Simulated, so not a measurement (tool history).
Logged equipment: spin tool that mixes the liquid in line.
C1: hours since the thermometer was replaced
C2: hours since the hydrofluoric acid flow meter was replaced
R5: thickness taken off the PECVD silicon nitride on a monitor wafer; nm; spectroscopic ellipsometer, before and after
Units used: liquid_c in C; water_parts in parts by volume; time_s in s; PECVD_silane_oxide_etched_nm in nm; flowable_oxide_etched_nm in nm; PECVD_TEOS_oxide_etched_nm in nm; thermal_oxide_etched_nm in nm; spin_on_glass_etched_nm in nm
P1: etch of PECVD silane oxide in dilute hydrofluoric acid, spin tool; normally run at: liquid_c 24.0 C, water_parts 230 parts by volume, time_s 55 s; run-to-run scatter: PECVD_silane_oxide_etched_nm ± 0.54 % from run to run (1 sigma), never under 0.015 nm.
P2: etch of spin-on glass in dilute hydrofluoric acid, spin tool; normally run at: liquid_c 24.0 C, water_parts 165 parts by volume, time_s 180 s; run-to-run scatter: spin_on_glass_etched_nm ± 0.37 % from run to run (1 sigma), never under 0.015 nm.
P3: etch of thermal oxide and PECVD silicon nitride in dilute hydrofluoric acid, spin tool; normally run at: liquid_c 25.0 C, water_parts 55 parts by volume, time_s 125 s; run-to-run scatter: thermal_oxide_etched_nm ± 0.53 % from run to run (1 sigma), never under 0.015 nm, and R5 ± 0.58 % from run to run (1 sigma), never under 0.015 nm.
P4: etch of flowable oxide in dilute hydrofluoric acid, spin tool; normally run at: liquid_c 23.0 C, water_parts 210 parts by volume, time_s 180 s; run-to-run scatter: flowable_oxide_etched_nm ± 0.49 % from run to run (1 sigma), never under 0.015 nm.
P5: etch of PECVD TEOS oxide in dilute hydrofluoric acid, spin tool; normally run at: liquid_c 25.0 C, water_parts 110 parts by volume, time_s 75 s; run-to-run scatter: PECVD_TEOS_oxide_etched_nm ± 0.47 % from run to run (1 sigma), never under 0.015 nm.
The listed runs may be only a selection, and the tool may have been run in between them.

Run 1, hour 5.4: process P1, liquid_c 24.0 C, water_parts 230 parts by volume, time_s 55 s; C1 1071.9; C2 688.8. Result: PECVD_silane_oxide_etched_nm 4.9216 nm.
Run 2, hour 8.8: process P1, liquid_c 17.0 C, water_parts 410 parts by volume, time_s 55 s; C1 1075.3; C2 692.2. Result: PECVD_silane_oxide_etched_nm 1.8310 nm.
Run 3, hour 13.2: process P4, liquid_c 17.5 C, water_parts 210 parts by volume, time_s 180 s; C1 1079.7; C2 696.6. Result: flowable_oxide_etched_nm 21.394 nm.
Run 4, hour 17.9: process P4, liquid_c 23.0 C, water_parts 210 parts by volume, time_s 330 s; C1 1084.4; C2 701.3. Result: flowable_oxide_etched_nm 48.088 nm.
Run 5, hour 20.7: process P5, liquid_c 25.0 C, water_parts 25 parts by volume, time_s 75 s; C1 1087.2; C2 704.1. Result: PECVD_TEOS_oxide_etched_nm 34.1610 nm.
Run 6, hour 24.9: process P3, liquid_c 25.0 C, water_parts 55 parts by volume, time_s 200 s; C1 1091.4; C2 708.3. Result: thermal_oxide_etched_nm 20.3140 nm, R5 9.3890 nm.
Run 7, hour 28.7: process P3, liquid_c 25.0 C, water_parts 55 parts by volume, time_s 125 s; C1 1095.2; C2 712.1. Result: thermal_oxide_etched_nm 12.5830 nm, R5 5.8633 nm.
Run 8, hour 33.2: process P2, liquid_c 24.0 C, water_parts 245 parts by volume, time_s 180 s; C1 1099.7; C2 716.6. Result: spin_on_glass_etched_nm 12.9610 nm.
Run 9, hour 36.0: process P3, liquid_c 25.0 C, water_parts 100 parts by volume, time_s 125 s; C1 1102.5; C2 719.4. Result: thermal_oxide_etched_nm 6.5406 nm, R5 3.1986 nm.
Run 10, hour 38.7: process P1, liquid_c 24.0 C, water_parts 230 parts by volume, time_s 55 s; C1 1105.2; C2 722.1. Result: PECVD_silane_oxide_etched_nm 4.9402 nm.
Run 11, hour 41.4: process P1, liquid_c 24.0 C, water_parts 230 parts by volume, time_s 55 s; C1 1107.9; C2 724.8. Result: PECVD_silane_oxide_etched_nm 4.9201 nm.
Run 12, hour 44.7: process P5, liquid_c 18.0 C, water_parts 110 parts by volume, time_s 75 s; C1 1111.2; C2 728.1. Result: PECVD_TEOS_oxide_etched_nm 5.2241 nm.
Run 13, hour 48.6: process P3, liquid_c 25.0 C, water_parts 55 parts by volume, time_s 125 s; C1 1115.1; C2 732.0. Result: thermal_oxide_etched_nm 12.6270 nm, R5 5.8026 nm.
Run 14, hour 53.6: process P4, liquid_c 23.0 C, water_parts 210 parts by volume, time_s 180 s; C1 1120.1; C2 737.0. Result: flowable_oxide_etched_nm 26.026 nm.
Run 15, hour 57.1: process P4, liquid_c 23.0 C, water_parts 340 parts by volume, time_s 180 s; C1 1123.6; C2 740.5. Result: flowable_oxide_etched_nm 14.328 nm.
Run 16, hour 61.9: process P1, liquid_c 30.5 C, water_parts 230 parts by volume, time_s 55 s; C1 1128.4; C2 745.3. Result: PECVD_silane_oxide_etched_nm 6.1997 nm.
Run 17, hour 65.4: process P2, liquid_c 24.0 C, water_parts 165 parts by volume, time_s 180 s; C1 1131.9; C2 748.8. Result: spin_on_glass_etched_nm 20.8100 nm.
Run 18, hour 69.2: process P2, liquid_c 24.0 C, water_parts 165 parts by volume, time_s 85 s; C1 1135.7; C2 752.6. Result: spin_on_glass_etched_nm 9.8651 nm.
Run 19, hour 72.6: process P1, liquid_c 24.0 C, water_parts 375 parts by volume, time_s 55 s; C1 1139.1; C2 756.0. Result: PECVD_silane_oxide_etched_nm 2.6229 nm.
Run 20, hour 77.1: process P1, liquid_c 24.0 C, water_parts 50 parts by volume, time_s 55 s; C1 1143.6; C2 760.5. Result: PECVD_silane_oxide_etched_nm 28.2650 nm.
Run 21, hour 82.6: process P1, liquid_c 28.0 C, water_parts 155 parts by volume, time_s 55 s; C1 1149.1; C2 766.0. Result: PECVD_silane_oxide_etched_nm 9.1743 nm.
Run 22, hour 85.9: process P1, liquid_c 24.0 C, water_parts 230 parts by volume, time_s 55 s; C1 1152.4; C2 769.3. Result: PECVD_silane_oxide_etched_nm 4.9013 nm.
Run 23, hour 91.1: process P1, liquid_c 19.0 C, water_parts 230 parts by volume, time_s 55 s; C1 1157.6; C2 774.5. Result: PECVD_silane_oxide_etched_nm 4.0714 nm.
Run 24, hour 94.1: process P3, liquid_c 33.0 C, water_parts 55 parts by volume, time_s 125 s; C1 1160.6; C2 777.5. Result: thermal_oxide_etched_nm 17.2430 nm, R5 9.7642 nm.
Run 25, hour 98.1: process P2, liquid_c 31.5 C, water_parts 165 parts by volume, time_s 180 s; C1 1164.6; C2 781.5. Result: spin_on_glass_etched_nm 27.4900 nm.
Run 26, hour 101.1: process P1, liquid_c 24.0 C, water_parts 230 parts by volume, time_s 15 s; C1 1167.6; C2 784.5. Result: PECVD_silane_oxide_etched_nm 1.3411 nm.
Run 27, hour 106.7: process P2, liquid_c 24.0 C, water_parts 165 parts by volume, time_s 180 s; C1 1173.2; C2 790.1. Result: spin_on_glass_etched_nm 20.8860 nm.
Run 28, hour 110.8: process P1, liquid_c 24.0 C, water_parts 230 parts by volume, time_s 85 s; C1 1177.3; C2 794.2. Result: PECVD_silane_oxide_etched_nm 7.5563 nm.
Run 29, hour 114.0: process P5, liquid_c 25.0 C, water_parts 110 parts by volume, time_s 25 s; C1 1180.5; C2 797.4. Result: PECVD_TEOS_oxide_etched_nm 2.3220 nm.
Run 30, hour 117.8: process P5, liquid_c 25.0 C, water_parts 110 parts by volume, time_s 75 s; C1 1184.3; C2 801.2. Result: PECVD_TEOS_oxide_etched_nm 6.9535 nm.
Run 31, hour 122.4: process P1, liquid_c 24.0 C, water_parts 230 parts by volume, time_s 55 s; C1 1188.9; C2 805.8. Result: PECVD_silane_oxide_etched_nm 4.8581 nm.
Run 32, hour 127.5: process P1, liquid_c 24.0 C, water_parts 230 parts by volume, time_s 55 s; C1 1194.0; C2 810.9. Result: PECVD_silane_oxide_etched_nm 4.7858 nm.
Run 33, hour 132.7: process P1, liquid_c 24.0 C, water_parts 230 parts by volume, time_s 55 s; C1 1199.2; C2 816.1. Result: PECVD_silane_oxide_etched_nm 4.6345 nm.
Run 34, hour 135.6: process P1, liquid_c 24.0 C, water_parts 230 parts by volume, time_s 55 s; C1 1202.1; C2 819.0. Result: PECVD_silane_oxide_etched_nm 4.6052 nm.
Run 35, hour 141.5: process P1, liquid_c 24.0 C, water_parts 230 parts by volume, time_s 55 s; C1 1208.0; C2 824.9. Result: PECVD_silane_oxide_etched_nm 4.5415 nm.
Run 36, hour 146.6: process P1, liquid_c 24.0 C, water_parts 230 parts by volume, time_s 55 s; C1 1213.1; C2 830.0. Result: PECVD_silane_oxide_etched_nm 4.5792 nm.
Run 37, hour 152.7: process P1, liquid_c 24.0 C, water_parts 230 parts by volume, time_s 55 s; C1 1219.2; C2 836.1. Result: PECVD_silane_oxide_etched_nm 4.6130 nm.
Run 38, hour 157.6: process P1, liquid_c 24.0 C, water_parts 230 parts by volume, time_s 55 s; C1 1224.1; C2 841.0. Result: PECVD_silane_oxide_etched_nm 4.5680 nm.
Run 39, hour 160.2: process P1, liquid_c 24.0 C, water_parts 230 parts by volume, time_s 55 s; C1 1226.7; C2 843.6. Result: PECVD_silane_oxide_etched_nm 4.5670 nm.

The log shows P1 creeping away from where it was. Any of the 2 causes listed here, at the size stated for it, fits the log just as well as the others:
A: liquid colder than its thermometer reads (K) = 1.98
B: hydrofluoric acid flow below the setpoint (%) = 5.66
The gradual shift began around hour 122.4.

Listed below are the offered check runs, one wafer per run, with question marks in place of results. For which of them would the causes give clearly different outcomes?
Run check 1, hour 162.8: process P5, liquid_c 25.0 C, water_parts 110 parts by volume, time_s 75 s. Result: PECVD_TEOS_oxide_etched_nm ?.
Run check 2, hour 162.8: process P4, liquid_c 23.0 C, water_parts 210 parts by volume, time_s 180 s. Result: flowable_oxide_etched_nm ?.
Run check 3, hour 162.8: process P2, liquid_c 24.0 C, water_parts 165 parts by volume, time_s 180 s. Result: spin_on_glass_etched_nm ?.
Run check 4, hour 162.8: process P3, liquid_c 25.0 C, water_parts 55 parts by volume, time_s 125 s. Result: thermal_oxide_etched_nm ?, R5 ?.

What every check run would give for each of its results, assuming each possible cause in turn:
  check                      result     if A     if B
check 1  PECVD_TEOS_oxide_etched_nm   6.4039   6.4777
check 2    flowable_oxide_etched_nm   24.517   24.592
check 3     spin_on_glass_etched_nm  19.3850  19.5090
check 4     thermal_oxide_etched_nm  11.6830  11.9000
check 4                          R5   5.1126   5.5160
Per check, the gap between the least separated pair of causes, taken in the result that splits them most: check 1 1.15 %; check 2 0.31 %; check 3 0.64 %; check 4 7.59 %
Check 4 tells the causes apart: in the others they would give nearly the same result.

Check 4 has now been run. It gave: thermal_oxide_etched_nm 11.7480 nm; R5 5.0731 nm. Which of the candidate causes is it?

The correct cause is A, namely: liquid colder than its thermometer reads (K).
